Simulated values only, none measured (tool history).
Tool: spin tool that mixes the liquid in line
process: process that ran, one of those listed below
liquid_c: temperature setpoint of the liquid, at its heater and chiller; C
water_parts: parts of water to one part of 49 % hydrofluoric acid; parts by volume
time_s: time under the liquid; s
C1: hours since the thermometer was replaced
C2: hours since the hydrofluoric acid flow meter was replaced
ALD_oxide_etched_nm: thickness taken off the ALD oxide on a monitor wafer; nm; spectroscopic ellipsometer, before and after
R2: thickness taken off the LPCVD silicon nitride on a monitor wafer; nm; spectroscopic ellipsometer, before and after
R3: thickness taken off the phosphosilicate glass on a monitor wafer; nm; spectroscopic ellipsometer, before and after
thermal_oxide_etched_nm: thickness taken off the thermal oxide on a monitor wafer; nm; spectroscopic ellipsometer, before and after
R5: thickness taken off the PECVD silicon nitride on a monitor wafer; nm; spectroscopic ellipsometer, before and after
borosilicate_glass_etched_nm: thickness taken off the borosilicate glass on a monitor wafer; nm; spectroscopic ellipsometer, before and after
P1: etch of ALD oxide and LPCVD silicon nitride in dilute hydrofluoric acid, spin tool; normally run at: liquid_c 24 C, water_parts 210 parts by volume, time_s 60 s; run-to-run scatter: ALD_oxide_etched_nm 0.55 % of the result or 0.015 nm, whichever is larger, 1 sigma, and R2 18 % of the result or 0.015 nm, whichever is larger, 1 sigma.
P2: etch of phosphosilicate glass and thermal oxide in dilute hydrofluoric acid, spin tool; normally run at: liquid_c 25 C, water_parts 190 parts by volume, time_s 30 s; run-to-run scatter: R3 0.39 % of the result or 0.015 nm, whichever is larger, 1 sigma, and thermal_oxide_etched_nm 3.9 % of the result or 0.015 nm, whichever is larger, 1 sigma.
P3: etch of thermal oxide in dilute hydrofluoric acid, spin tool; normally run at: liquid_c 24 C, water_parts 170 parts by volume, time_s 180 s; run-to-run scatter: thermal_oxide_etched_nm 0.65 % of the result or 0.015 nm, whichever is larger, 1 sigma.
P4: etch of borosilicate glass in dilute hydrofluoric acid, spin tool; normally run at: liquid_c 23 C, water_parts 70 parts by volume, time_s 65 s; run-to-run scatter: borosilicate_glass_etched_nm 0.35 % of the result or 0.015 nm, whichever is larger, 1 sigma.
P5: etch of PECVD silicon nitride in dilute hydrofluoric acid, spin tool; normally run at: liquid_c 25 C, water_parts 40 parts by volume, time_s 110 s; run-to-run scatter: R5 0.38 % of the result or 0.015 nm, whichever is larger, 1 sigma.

{"run": 1, "day": 0.621, "process": "P1", "liquid_c": 24, "water_parts": 210, "time_s": 60, "C1": 158.2, "C2": 1090.2, "ALD_oxide_etched_nm": 6.2178, "R2": 0.09938}
{"run": 2, "day": 0.942, "process": "P2", "liquid_c": 25, "water_parts": 190, "time_s": 15, "C1": 165.9, "C2": 1097.9, "R3": 15.216, "thermal_oxide_etched_nm": 0.3492}
{"run": 3, "day": 1.379, "process": "P1", "liquid_c": 29, "water_parts": 85, "time_s": 60, "C1": 176.4, "C2": 1108.4, "ALD_oxide_etched_nm": 21.298, "R2": 0.49925}
{"run": 4, "day": 1.717, "process": "P5", "liquid_c": 25, "water_parts": 20, "time_s": 110, "C1": 184.5, "C2": 1116.5, "R5": 15.777}
{"run": 5, "day": 2.071, "process": "P5", "liquid_c": 25, "water_parts": 40, "time_s": 110, "C1": 193, "C2": 1125, "R5": 8.1257}
{"run": 6, "day": 2.392, "process": "P1", "liquid_c": 24, "water_parts": 210, "time_s": 90, "C1": 200.7, "C2": 1132.7, "ALD_oxide_etched_nm": 9.2834, "R2": 0.24495}
{"run": 7, "day": 2.721, "process": "P2", "liquid_c": 17, "water_parts": 190, "time_s": 30, "C1": 208.6, "C2": 1140.6, "R3": 22.291, "thermal_oxide_etched_nm": 0.54465}
{"run": 8, "day": 3.104, "process": "P5", "liquid_c": 25, "water_parts": 40, "time_s": 110, "C1": 217.8, "C2": 1149.8, "R5": 8.0899}
{"run": 9, "day": 3.646, "process": "P5", "liquid_c": 32.5, "water_parts": 40, "time_s": 110, "C1": 230.8, "C2": 1162.8, "R5": 13.262}
{"run": 10, "day": 4.167, "process": "P1", "liquid_c": 24, "water_parts": 210, "time_s": 60, "C1": 243.3, "C2": 1175.3, "ALD_oxide_etched_nm": 6.2198, "R2": 0.10682}
{"run": 11, "day": 4.758, "process": "P1", "liquid_c": 24, "water_parts": 210, "time_s": 60, "C1": 257.5, "C2": 1189.5, "ALD_oxide_etched_nm": 6.1521, "R2": 0.12718}
{"run": 12, "day": 5.175, "process": "P1", "liquid_c": 24, "water_parts": 210, "time_s": 20, "C1": 267.5, "C2": 1199.5, "ALD_oxide_etched_nm": 2.0555, "R2": 0.047905}
{"run": 13, "day": 5.742, "process": "P1", "liquid_c": 24, "water_parts": 210, "time_s": 60, "C1": 281.1, "C2": 1213.1, "ALD_oxide_etched_nm": 6.1937, "R2": 0.1417}
{"run": 14, "day": 6.3, "process": "P4", "liquid_c": 30, "water_parts": 70, "time_s": 65, "C1": 294.5, "C2": 1226.5, "borosilicate_glass_etched_nm": 34.765}
{"day": 6.571, "done": "hydrofluoric acid flow meter replaced"}
{"run": 15, "day": 6.933, "process": "P5", "liquid_c": 25, "water_parts": 40, "time_s": 45, "C1": 309.7, "C2": 8.7, "R5": 3.3191}
{"run": 16, "day": 7.467, "process": "P3", "liquid_c": 30.5, "water_parts": 170, "time_s": 180, "C1": 322.5, "C2": 21.5, "thermal_oxide_etched_nm": 6.0331}
{"run": 17, "day": 7.992, "process": "P1", "liquid_c": 24, "water_parts": 210, "time_s": 60, "C1": 335.1, "C2": 34.1, "ALD_oxide_etched_nm": 6.2092, "R2": 0.17559}
{"run": 18, "day": 8.321, "process": "P3", "liquid_c": 24, "water_parts": 170, "time_s": 320, "C1": 343, "C2": 42, "thermal_oxide_etched_nm": 8.6064}
{"run": 19, "day": 8.646, "process": "P2", "liquid_c": 25, "water_parts": 335, "time_s": 30, "C1": 350.8, "C2": 49.8, "R3": 14.771, "thermal_oxide_etched_nm": 0.3458}
{"run": 20, "day": 8.958, "process": "P1", "liquid_c": 24, "water_parts": 210, "time_s": 60, "C1": 358.3, "C2": 57.3, "ALD_oxide_etched_nm": 6.1978, "R2": 0.16056}
{"run": 21, "day": 9.588, "process": "P3", "liquid_c": 24, "water_parts": 170, "time_s": 180, "C1": 373.4, "C2": 72.4, "thermal_oxide_etched_nm": 4.7034}
{"run": 22, "day": 10.1, "process": "P4", "liquid_c": 23, "water_parts": 70, "time_s": 65, "C1": 385.7, "C2": 84.7, "borosilicate_glass_etched_nm": 26.402}
{"run": 23, "day": 10.521, "process": "P3", "liquid_c": 24, "water_parts": 60, "time_s": 180, "C1": 395.8, "C2": 94.8, "thermal_oxide_etched_nm": 15.313}
{"run": 24, "day": 10.996, "process": "P1", "liquid_c": 24, "water_parts": 100, "time_s": 60, "C1": 407.2, "C2": 106.2, "ALD_oxide_etched_nm": 14.738, "R2": 0.30538}
{"run": 25, "day": 11.604, "process": "P1", "liquid_c": 17, "water_parts": 210, "time_s": 60, "C1": 421.8, "C2": 120.8, "ALD_oxide_etched_nm": 4.7238, "R2": 0.097927}
{"run": 26, "day": 12.233, "process": "P1", "liquid_c": 28.5, "water_parts": 210, "time_s": 60, "C1": 436.9, "C2": 135.9, "ALD_oxide_etched_nm": 7.2401, "R2": 0.13973}
{"run": 27, "day": 12.55, "process": "P1", "liquid_c": 24, "water_parts": 345, "time_s": 60, "C1": 444.5, "C2": 143.5, "ALD_oxide_etched_nm": 3.2897, "R2": 0.060978}
{"run": 28, "day": 12.958, "process": "P4", "liquid_c": 23, "water_parts": 70, "time_s": 65, "C1": 454.3, "C2": 153.3, "borosilicate_glass_etched_nm": 26.592}
{"run": 29, "day": 13.55, "process": "P4", "liquid_c": 23, "water_parts": 70, "time_s": 130, "C1": 468.5, "C2": 167.5, "borosilicate_glass_etched_nm": 52.545}
{"run": 30, "day": 14.054, "process": "P4", "liquid_c": 23, "water_parts": 125, "time_s": 65, "C1": 480.6, "C2": 179.6, "borosilicate_glass_etched_nm": 13.808}
{"run": 31, "day": 14.738, "process": "P1", "liquid_c": 28, "water_parts": 300, "time_s": 60, "C1": 497, "C2": 196, "ALD_oxide_etched_nm": 4.519, "R2": 0.10957}
{"run": 32, "day": 15.371, "process": "P2", "liquid_c": 25, "water_parts": 190, "time_s": 30, "C1": 512.2, "C2": 211.2, "R3": 30.36, "thermal_oxide_etched_nm": 0.76382}
{"run": 33, "day": 15.85, "process": "P1", "liquid_c": 24, "water_parts": 100, "time_s": 35, "C1": 523.7, "C2": 222.7, "ALD_oxide_etched_nm": 8.5981, "R2": 0.12543}
{"run": 34, "day": 16.542, "process": "P1", "liquid_c": 24, "water_parts": 210, "time_s": 60, "C1": 540.3, "C2": 239.3, "ALD_oxide_etched_nm": 6.201, "R2": 0.18929}
{"run": 35, "day": 16.988, "process": "P1", "liquid_c": 24, "water_parts": 210, "time_s": 60, "C1": 551, "C2": 250, "ALD_oxide_etched_nm": 6.4145, "R2": 0.1202}
{"run": 36, "day": 17.333, "process": "P1", "liquid_c": 24, "water_parts": 210, "time_s": 60, "C1": 559.3, "C2": 258.3, "ALD_oxide_etched_nm": 6.3827, "R2": 0.15429}
{"run": 37, "day": 17.725, "process": "P1", "liquid_c": 24, "water_parts": 210, "time_s": 60, "C1": 568.7, "C2": 267.7, "ALD_oxide_etched_nm": 6.5704, "R2": 0.12797}
{"run": 38, "day": 18.029, "process": "P1", "liquid_c": 24, "water_parts": 210, "time_s": 60, "C1": 576, "C2": 275, "ALD_oxide_etched_nm": 6.5637, "R2": 0.11853}
{"run": 39, "day": 18.504, "process": "P1", "liquid_c": 24, "water_parts": 210, "time_s": 60, "C1": 587.4, "C2": 286.4, "ALD_oxide_etched_nm": 6.6811, "R2": 0.1206}
{"run": 40, "day": 19.121, "process": "P1", "liquid_c": 24, "water_parts": 210, "time_s": 60, "C1": 602.2, "C2": 301.2, "ALD_oxide_etched_nm": 6.6923, "R2": 0.22208}
{"run": 41, "day": 19.438, "process": "P1", "liquid_c": 24, "water_parts": 210, "time_s": 60, "C1": 609.8, "C2": 308.8, "ALD_oxide_etched_nm": 6.7136, "R2": 0.12445}
{"run": 42, "day": 19.808, "process": "P1", "liquid_c": 24, "water_parts": 210, "time_s": 60, "C1": 618.7, "C2": 317.7, "ALD_oxide_etched_nm": 6.7672, "R2": 0.13702}
{"run": 43, "day": 20.371, "process": "P1", "liquid_c": 24, "water_parts": 210, "time_s": 60, "C1": 632.2, "C2": 331.2, "ALD_oxide_etched_nm": 6.6916, "R2": 0.14282}

What P1 gives has crept away from where it was. These 2 causes fit the log equally well, each at the size given:
A: hydrofluoric acid flow above the setpoint (%) = 7.36
B: liquid hotter than its thermometer reads (K) = 2.39
The creep began at about day 16.542.

4 check runs are offered, one wafer each, their results left as question marks. Which one tells the causes apart?
{"run": "check 1", "day": 20.933, "process": "P2", "liquid_c": 25, "water_parts": 255, "time_s": 30, "R3": "?", "thermal_oxide_etched_nm": "?"}
{"run": "check 2", "day": 20.933, "process": "P4", "liquid_c": 29.5, "water_parts": 120, "time_s": 65, "borosilicate_glass_etched_nm": "?"}
{"run": "check 3", "day": 20.933, "process": "P5", "liquid_c": 29.5, "water_parts": 40, "time_s": 110, "R5": "?"}
{"run": "check 4", "day": 20.933, "process": "P3", "liquid_c": 29.5, "water_parts": 170, "time_s": 180, "thermal_oxide_etched_nm": "?"}

What each check would give under each cause:
check=check_1 result=R3 if_A=22.929 if_B=22.787
check=check_1 result=thermal_oxide_etched_nm if_A=0.55255 if_B=0.54912
check=check_2 result=borosilicate_glass_etched_nm if_A=20.194 if_B=20.3
check=check_3 result=R5 if_A=11.706 if_B=12.74
check=check_4 result=thermal_oxide_etched_nm if_A=6.3258 if_B=6.3139
How far apart the two closest causes lie, in the result that separates them most: check 1 0.62 %; check 2 0.52 %; check 3 8.47 %; check 4 0.19 %
Only check 3 tells the causes apart: in the others they would give nearly the same result.

Then check 3 was run and gave: R5 11.692 nm. Which cause is it?

It is A: hydrofluoric acid flow above the setpoint (%).
